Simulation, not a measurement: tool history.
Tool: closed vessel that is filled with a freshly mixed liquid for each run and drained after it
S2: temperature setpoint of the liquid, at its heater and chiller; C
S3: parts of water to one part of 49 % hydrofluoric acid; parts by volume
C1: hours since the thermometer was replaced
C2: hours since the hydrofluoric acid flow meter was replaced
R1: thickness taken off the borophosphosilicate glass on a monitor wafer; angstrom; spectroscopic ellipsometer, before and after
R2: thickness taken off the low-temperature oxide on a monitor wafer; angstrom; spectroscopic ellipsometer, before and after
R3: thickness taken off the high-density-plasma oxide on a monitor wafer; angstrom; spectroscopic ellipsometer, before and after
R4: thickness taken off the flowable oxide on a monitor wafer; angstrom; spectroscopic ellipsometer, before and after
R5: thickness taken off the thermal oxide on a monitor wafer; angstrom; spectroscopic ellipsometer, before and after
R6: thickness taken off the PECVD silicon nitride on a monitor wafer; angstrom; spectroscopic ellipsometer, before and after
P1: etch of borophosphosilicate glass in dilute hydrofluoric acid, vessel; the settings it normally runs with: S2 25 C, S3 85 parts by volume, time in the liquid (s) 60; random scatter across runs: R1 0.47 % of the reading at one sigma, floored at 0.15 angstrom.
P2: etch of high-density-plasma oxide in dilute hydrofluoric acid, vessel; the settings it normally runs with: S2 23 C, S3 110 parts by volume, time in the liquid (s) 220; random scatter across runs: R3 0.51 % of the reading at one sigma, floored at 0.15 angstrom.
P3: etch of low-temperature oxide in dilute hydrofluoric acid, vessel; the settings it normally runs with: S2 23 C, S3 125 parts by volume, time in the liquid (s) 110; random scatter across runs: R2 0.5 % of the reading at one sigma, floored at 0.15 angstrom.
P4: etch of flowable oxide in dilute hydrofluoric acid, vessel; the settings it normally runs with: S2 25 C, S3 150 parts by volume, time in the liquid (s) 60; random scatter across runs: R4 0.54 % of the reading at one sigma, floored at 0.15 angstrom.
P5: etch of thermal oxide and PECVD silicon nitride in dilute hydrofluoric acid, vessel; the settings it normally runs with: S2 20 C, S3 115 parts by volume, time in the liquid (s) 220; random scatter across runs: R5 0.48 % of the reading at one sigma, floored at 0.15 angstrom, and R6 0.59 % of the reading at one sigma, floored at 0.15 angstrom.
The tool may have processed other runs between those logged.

Run 1, day 0.483: process that ran P1, S2 25 C, S3 85 parts by volume, time in the liquid (s) 60; C1 1123.9; C2 892.1. Result: R1 192.48 angstrom.
Run 2, day 0.75: process that ran P1, S2 25 C, S3 135 parts by volume, time in the liquid (s) 30; C1 1130.3; C2 898.5. Result: R1 56.628 angstrom.
Run 3, day 1.017: process that ran P3, S2 23 C, S3 125 parts by volume, time in the liquid (s) 60; C1 1136.7; C2 904.9. Result: R2 124.12 angstrom.
Run 4, day 1.404: process that ran P1, S2 25 C, S3 85 parts by volume, time in the liquid (s) 60; C1 1146; C2 914.2. Result: R1 191.36 angstrom.
Run 5, day 1.842: process that ran P2, S2 23 C, S3 110 parts by volume, time in the liquid (s) 220; C1 1156.5; C2 924.7. Result: R3 96.366 angstrom.
Run 6, day 2.233: process that ran P1, S2 25 C, S3 85 parts by volume, time in the liquid (s) 60; C1 1165.9; C2 934.1. Result: R1 191.73 angstrom.
Run 7, day 2.5: process that ran P1, S2 25 C, S3 85 parts by volume, time in the liquid (s) 60; C1 1172.3; C2 940.5. Result: R1 193.65 angstrom.
Run 8, day 3.004: process that ran P1, S2 29.5 C, S3 85 parts by volume, time in the liquid (s) 60; C1 1184.4; C2 952.6. Result: R1 229.38 angstrom.
Run 9, day 3.442: process that ran P3, S2 23 C, S3 215 parts by volume, time in the liquid (s) 110; C1 1194.9; C2 963.1. Result: R2 121.86 angstrom.
Run 10, day 3.717: process that ran P1, S2 25 C, S3 85 parts by volume, time in the liquid (s) 30; C1 1201.5; C2 969.7. Result: R1 95.794 angstrom.
Run 11, day 4.088: process that ran P4, S2 25 C, S3 225 parts by volume, time in the liquid (s) 60; C1 1210.4; C2 978.6. Result: R4 82.653 angstrom.
Run 12, day 4.412: process that ran P2, S2 23 C, S3 110 parts by volume, time in the liquid (s) 220; C1 1218.2; C2 986.4. Result: R3 96.61 angstrom.
Run 13, day 4.65: process that ran P5, S2 20 C, S3 115 parts by volume, time in the liquid (s) 220; C1 1223.9; C2 992.1. Result: R5 78.275 angstrom, R6 36.636 angstrom.
Run 14, day 5.158: process that ran P1, S2 25 C, S3 85 parts by volume, time in the liquid (s) 60; C1 1236.1; C2 1004.3. Result: R1 192.47 angstrom.
Run 15, day 5.646: process that ran P1, S2 25 C, S3 50 parts by volume, time in the liquid (s) 60; C1 1247.8; C2 1016. Result: R1 341.13 angstrom.
Run 16, day 5.896: process that ran P2, S2 27 C, S3 110 parts by volume, time in the liquid (s) 220; C1 1253.8; C2 1022. Result: R3 112.06 angstrom.
Run 17, day 6.254: process that ran P5, S2 20 C, S3 115 parts by volume, time in the liquid (s) 220; C1 1262.4; C2 1030.6. Result: R5 78.036 angstrom, R6 36.512 angstrom.
Run 18, day 6.496: process that ran P4, S2 25 C, S3 150 parts by volume, time in the liquid (s) 60; C1 1268.2; C2 1036.4. Result: R4 134.28 angstrom.
Run 19, day 6.867: process that ran P3, S2 23 C, S3 125 parts by volume, time in the liquid (s) 110; C1 1277.1; C2 1045.3. Result: R2 229.28 angstrom.
At day 7.138: thermometer replaced.
Run 20, day 7.179: process that ran P4, S2 32.5 C, S3 150 parts by volume, time in the liquid (s) 60; C1 1; C2 1052.8. Result: R4 176.59 angstrom.
Run 21, day 7.554: process that ran P1, S2 20.5 C, S3 85 parts by volume, time in the liquid (s) 60; C1 10; C2 1061.8. Result: R1 159.16 angstrom.
Run 22, day 7.942: process that ran P1, S2 31 C, S3 35 parts by volume, time in the liquid (s) 60; C1 19.3; C2 1071.1. Result: R1 634.08 angstrom.
Run 23, day 8.433: process that ran P5, S2 20 C, S3 60 parts by volume, time in the liquid (s) 220; C1 31.1; C2 1082.9. Result: R5 160.9 angstrom, R6 69.57 angstrom.
Run 24, day 8.833: process that ran P2, S2 23 C, S3 165 parts by volume, time in the liquid (s) 220; C1 40.7; C2 1092.5. Result: R3 60.727 angstrom.
Run 25, day 9.308: process that ran P3, S2 19.5 C, S3 125 parts by volume, time in the liquid (s) 110; C1 52.1; C2 1103.9. Result: R2 198.6 angstrom.
Run 26, day 9.617: process that ran P4, S2 25 C, S3 150 parts by volume, time in the liquid (s) 115; C1 59.5; C2 1111.3. Result: R4 258.24 angstrom.
Run 27, day 10.008: process that ran P1, S2 25 C, S3 85 parts by volume, time in the liquid (s) 100; C1 68.9; C2 1120.7. Result: R1 322.2 angstrom.
Run 28, day 10.483: process that ran P2, S2 23 C, S3 110 parts by volume, time in the liquid (s) 30; C1 80.3; C2 1132.1. Result: R3 13.146 angstrom.
Run 29, day 10.954: process that ran P1, S2 25 C, S3 150 parts by volume, time in the liquid (s) 60; C1 91.6; C2 1143.4. Result: R1 100.37 angstrom.
Run 30, day 11.254: process that ran P5, S2 26.5 C, S3 115 parts by volume, time in the liquid (s) 220; C1 98.8; C2 1150.6. Result: R5 101.2 angstrom, R6 55.65 angstrom.
Run 31, day 11.629: process that ran P1, S2 25 C, S3 85 parts by volume, time in the liquid (s) 60; C1 107.8; C2 1159.6. Result: R1 192.11 angstrom.
Run 32, day 12.071: process that ran P5, S2 20 C, S3 115 parts by volume, time in the liquid (s) 120; C1 118.4; C2 1170.2. Result: R5 43.109 angstrom, R6 20.065 angstrom.
Run 33, day 12.475: process that ran P1, S2 25 C, S3 85 parts by volume, time in the liquid (s) 60; C1 128.1; C2 1179.9. Result: R1 191.34 angstrom.
Run 34, day 12.979: process that ran P1, S2 25 C, S3 85 parts by volume, time in the liquid (s) 60; C1 140.2; C2 1192. Result: R1 197.85 angstrom.
Run 35, day 13.2: process that ran P1, S2 25 C, S3 85 parts by volume, time in the liquid (s) 60; C1 145.5; C2 1197.3. Result: R1 196.93 angstrom.
Run 36, day 13.683: process that ran P1, S2 25 C, S3 85 parts by volume, time in the liquid (s) 60; C1 157.1; C2 1208.9. Result: R1 202.6 angstrom.
Run 37, day 14.054: process that ran P1, S2 25 C, S3 85 parts by volume, time in the liquid (s) 60; C1 166; C2 1217.8. Result: R1 202.88 angstrom.
Run 38, day 14.508: process that ran P1, S2 25 C, S3 85 parts by volume, time in the liquid (s) 60; C1 176.9; C2 1228.7. Result: R1 202.26 angstrom.
Run 39, day 14.958: process that ran P1, S2 25 C, S3 85 parts by volume, time in the liquid (s) 60; C1 187.7; C2 1239.5. Result: R1 205.54 angstrom.
Run 40, day 15.188: process that ran P1, S2 25 C, S3 85 parts by volume, time in the liquid (s) 60; C1 193.2; C2 1245. Result: R1 206.78 angstrom.
Run 41, day 15.633: process that ran P1, S2 25 C, S3 85 parts by volume, time in the liquid (s) 60; C1 203.9; C2 1255.7. Result: R1 206.67 angstrom.
Run 42, day 16.133: process that ran P1, S2 25 C, S3 85 parts by volume, time in the liquid (s) 60; C1 215.9; C2 1267.7. Result: R1 206.32 angstrom.
Run 43, day 16.625: process that ran P1, S2 25 C, S3 85 parts by volume, time in the liquid (s) 60; C1 227.7; C2 1279.5. Result: R1 207.51 angstrom.
Run 44, day 16.85: process that ran P1, S2 25 C, S3 85 parts by volume, time in the liquid (s) 60; C1 233.1; C2 1284.9. Result: R1 207.29 angstrom.

P1 no longer gives what it gave before; its output has crept away from where it was. The following 2 causes, each at its listed size, fit the log equally well:
A: liquid hotter than its thermometer reads (K) = 1.94
B: hydrofluoric acid flow above the setpoint (%) = 7.13
The drift started at roughly day 12.475.

Listed below are the offered check runs, one wafer per run, with question marks in place of results. For which of them would the causes give clearly different outcomes?
Run check 1, day 17.075: process that ran P5, S2 20 C, S3 115 parts by volume, time in the liquid (s) 220. Result: R5 ?, R6 ?.
Run check 2, day 17.075: process that ran P3, S2 23 C, S3 125 parts by volume, time in the liquid (s) 110. Result: R2 ?.
Run check 3, day 17.075: process that ran P2, S2 23 C, S3 110 parts by volume, time in the liquid (s) 220. Result: R3 ?.
Run check 4, day 17.075: process that ran P4, S2 25 C, S3 150 parts by volume, time in the liquid (s) 60. Result: R4 ?.

How each check would come out, cause by cause:
  check  result    if A    if B
check 1      R5   84.64  84.558
check 1      R6  41.676  39.128
check 2      R2  247.28  248.03
check 3      R3  103.89  104.02
check 4      R4  144.68  145.83
Smallest distance between any two causes, each pair judged by its most separating result, in per cent: check 1 6.31 %; check 2 0.3 %; check 3 0.12 %; check 4 0.79 %
Check 1 tells the causes apart: in the others they would give nearly the same result.

Check 1 has now been run. It gave: R5 84.253 angstrom; R6 38.78 angstrom. Which of the candidate causes is it?

B is the cause: hydrofluoric acid flow above the setpoint (%).

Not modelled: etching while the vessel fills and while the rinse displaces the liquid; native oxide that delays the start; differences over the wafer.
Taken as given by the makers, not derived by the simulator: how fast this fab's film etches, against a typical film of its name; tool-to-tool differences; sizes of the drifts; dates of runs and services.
